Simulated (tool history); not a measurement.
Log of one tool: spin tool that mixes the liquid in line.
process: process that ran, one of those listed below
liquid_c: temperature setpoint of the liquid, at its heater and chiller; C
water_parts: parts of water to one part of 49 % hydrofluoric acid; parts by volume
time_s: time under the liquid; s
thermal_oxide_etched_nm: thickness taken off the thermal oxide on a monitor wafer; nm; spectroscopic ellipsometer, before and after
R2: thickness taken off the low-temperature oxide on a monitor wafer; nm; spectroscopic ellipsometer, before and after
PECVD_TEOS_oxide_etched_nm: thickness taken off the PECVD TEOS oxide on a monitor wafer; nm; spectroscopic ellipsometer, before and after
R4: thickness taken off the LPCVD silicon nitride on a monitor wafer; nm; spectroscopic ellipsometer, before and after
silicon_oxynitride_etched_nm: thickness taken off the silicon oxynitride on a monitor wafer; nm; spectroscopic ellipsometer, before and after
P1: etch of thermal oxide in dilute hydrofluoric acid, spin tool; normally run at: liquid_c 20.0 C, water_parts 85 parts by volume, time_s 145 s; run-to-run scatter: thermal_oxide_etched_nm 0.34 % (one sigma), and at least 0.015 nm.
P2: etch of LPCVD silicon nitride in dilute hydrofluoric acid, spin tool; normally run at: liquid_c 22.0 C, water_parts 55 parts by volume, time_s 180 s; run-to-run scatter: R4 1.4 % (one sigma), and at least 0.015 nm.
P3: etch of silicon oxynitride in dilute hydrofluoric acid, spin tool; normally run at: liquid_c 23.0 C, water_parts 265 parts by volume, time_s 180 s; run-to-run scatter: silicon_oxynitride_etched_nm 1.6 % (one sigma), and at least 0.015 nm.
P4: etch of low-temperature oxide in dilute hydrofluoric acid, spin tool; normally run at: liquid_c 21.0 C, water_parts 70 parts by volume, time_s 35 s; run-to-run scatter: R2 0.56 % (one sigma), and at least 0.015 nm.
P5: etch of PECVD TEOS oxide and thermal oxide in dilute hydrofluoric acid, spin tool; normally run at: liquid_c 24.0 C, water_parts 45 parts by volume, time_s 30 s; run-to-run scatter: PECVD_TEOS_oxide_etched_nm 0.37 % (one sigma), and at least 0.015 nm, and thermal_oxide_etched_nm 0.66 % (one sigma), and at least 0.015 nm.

{"run": 1, "day": 0.408, "process": "P1", "liquid_c": 20.0, "water_parts": 85, "time_s": 145, "thermal_oxide_etched_nm": 6.7645}
{"run": 2, "day": 0.725, "process": "P4", "liquid_c": 17.0, "water_parts": 70, "time_s": 35, "R2": 13.971}
{"run": 3, "day": 0.996, "process": "P1", "liquid_c": 20.0, "water_parts": 85, "time_s": 145, "thermal_oxide_etched_nm": 6.7546}
{"run": 4, "day": 1.267, "process": "P4", "liquid_c": 21.0, "water_parts": 125, "time_s": 35, "R2": 8.5394}
{"run": 5, "day": 1.762, "process": "P5", "liquid_c": 24.0, "water_parts": 45, "time_s": 30, "thermal_oxide_etched_nm": 3.2109, "PECVD_TEOS_oxide_etched_nm": 7.5512}
{"run": 6, "day": 2.0, "process": "P2", "liquid_c": 22.0, "water_parts": 55, "time_s": 180, "R4": 1.5008}
{"run": 7, "day": 2.479, "process": "P4", "liquid_c": 21.0, "water_parts": 70, "time_s": 35, "R2": 16.195}
{"run": 8, "day": 2.992, "process": "P5", "liquid_c": 24.0, "water_parts": 20, "time_s": 30, "thermal_oxide_etched_nm": 7.4596, "PECVD_TEOS_oxide_etched_nm": 17.639}
{"run": 9, "day": 3.296, "process": "P1", "liquid_c": 20.0, "water_parts": 40, "time_s": 145, "thermal_oxide_etched_nm": 15.132}
{"day": 3.571, "done": "thermometer replaced"}
{"run": 10, "day": 3.8, "process": "P1", "liquid_c": 20.0, "water_parts": 85, "time_s": 35, "thermal_oxide_etched_nm": 1.6099}
{"run": 11, "day": 4.238, "process": "P1", "liquid_c": 20.0, "water_parts": 130, "time_s": 145, "thermal_oxide_etched_nm": 4.211}
{"run": 12, "day": 4.579, "process": "P2", "liquid_c": 22.0, "water_parts": 100, "time_s": 180, "R4": 0.85866}
{"run": 13, "day": 5.054, "process": "P1", "liquid_c": 26.5, "water_parts": 45, "time_s": 145, "thermal_oxide_etched_nm": 17.493}
{"run": 14, "day": 5.542, "process": "P3", "liquid_c": 23.0, "water_parts": 265, "time_s": 350, "silicon_oxynitride_etched_nm": 3.0798}
{"run": 15, "day": 5.883, "process": "P2", "liquid_c": 17.0, "water_parts": 55, "time_s": 180, "R4": 1.0907}
{"run": 16, "day": 6.333, "process": "P4", "liquid_c": 21.0, "water_parts": 70, "time_s": 15, "R2": 6.9817}
{"run": 17, "day": 6.746, "process": "P3", "liquid_c": 23.0, "water_parts": 265, "time_s": 180, "silicon_oxynitride_etched_nm": 1.6123}
{"run": 18, "day": 7.083, "process": "P5", "liquid_c": 24.0, "water_parts": 45, "time_s": 30, "thermal_oxide_etched_nm": 3.2021, "PECVD_TEOS_oxide_etched_nm": 7.6387}
{"run": 19, "day": 7.583, "process": "P3", "liquid_c": 30.0, "water_parts": 265, "time_s": 180, "silicon_oxynitride_etched_nm": 2.0679}
{"run": 20, "day": 8.075, "process": "P3", "liquid_c": 23.0, "water_parts": 90, "time_s": 180, "silicon_oxynitride_etched_nm": 5.3246}
{"run": 21, "day": 8.542, "process": "P1", "liquid_c": 25.5, "water_parts": 85, "time_s": 145, "thermal_oxide_etched_nm": 8.4466}
{"run": 22, "day": 8.875, "process": "P4", "liquid_c": 21.0, "water_parts": 70, "time_s": 35, "R2": 16.265}
{"run": 23, "day": 9.179, "process": "P1", "liquid_c": 20.0, "water_parts": 85, "time_s": 145, "thermal_oxide_etched_nm": 6.7996}
{"run": 24, "day": 9.417, "process": "P2", "liquid_c": 22.0, "water_parts": 55, "time_s": 15, "R4": 0.14342}
{"run": 25, "day": 9.688, "process": "P1", "liquid_c": 20.0, "water_parts": 85, "time_s": 230, "thermal_oxide_etched_nm": 10.752}
{"run": 26, "day": 10.108, "process": "P2", "liquid_c": 22.0, "water_parts": 55, "time_s": 180, "R4": 1.4799}
{"run": 27, "day": 10.421, "process": "P1", "liquid_c": 20.0, "water_parts": 85, "time_s": 145, "thermal_oxide_etched_nm": 6.7612}
{"run": 28, "day": 10.929, "process": "P5", "liquid_c": 24.0, "water_parts": 45, "time_s": 60, "thermal_oxide_etched_nm": 6.4615, "PECVD_TEOS_oxide_etched_nm": 15.23}
{"run": 29, "day": 11.171, "process": "P1", "liquid_c": 24.0, "water_parts": 55, "time_s": 145, "thermal_oxide_etched_nm": 12.75}
{"run": 30, "day": 11.646, "process": "P1", "liquid_c": 20.0, "water_parts": 85, "time_s": 145, "thermal_oxide_etched_nm": 6.7787}
{"run": 31, "day": 11.967, "process": "P1", "liquid_c": 17.0, "water_parts": 85, "time_s": 145, "thermal_oxide_etched_nm": 5.991}
{"run": 32, "day": 12.267, "process": "P5", "liquid_c": 19.0, "water_parts": 45, "time_s": 30, "thermal_oxide_etched_nm": 2.5969, "PECVD_TEOS_oxide_etched_nm": 6.1549}
{"run": 33, "day": 12.512, "process": "P1", "liquid_c": 20.0, "water_parts": 85, "time_s": 145, "thermal_oxide_etched_nm": 6.7683}
{"run": 34, "day": 12.767, "process": "P1", "liquid_c": 20.0, "water_parts": 85, "time_s": 145, "thermal_oxide_etched_nm": 6.6008}
{"run": 35, "day": 13.054, "process": "P1", "liquid_c": 20.0, "water_parts": 85, "time_s": 145, "thermal_oxide_etched_nm": 6.5185}
{"run": 36, "day": 13.558, "process": "P1", "liquid_c": 20.0, "water_parts": 85, "time_s": 145, "thermal_oxide_etched_nm": 6.3813}
{"run": 37, "day": 13.862, "process": "P1", "liquid_c": 20.0, "water_parts": 85, "time_s": 145, "thermal_oxide_etched_nm": 6.2903}

The next listed run, before its measurement:
{"run": 38, "day": 14.3, "process": "P1", "liquid_c": 20.0, "water_parts": 85, "time_s": 145, "thermal_oxide_etched_nm": "?"}

{"run 38": {"thermal_oxide_etched_nm": 6.2474}}
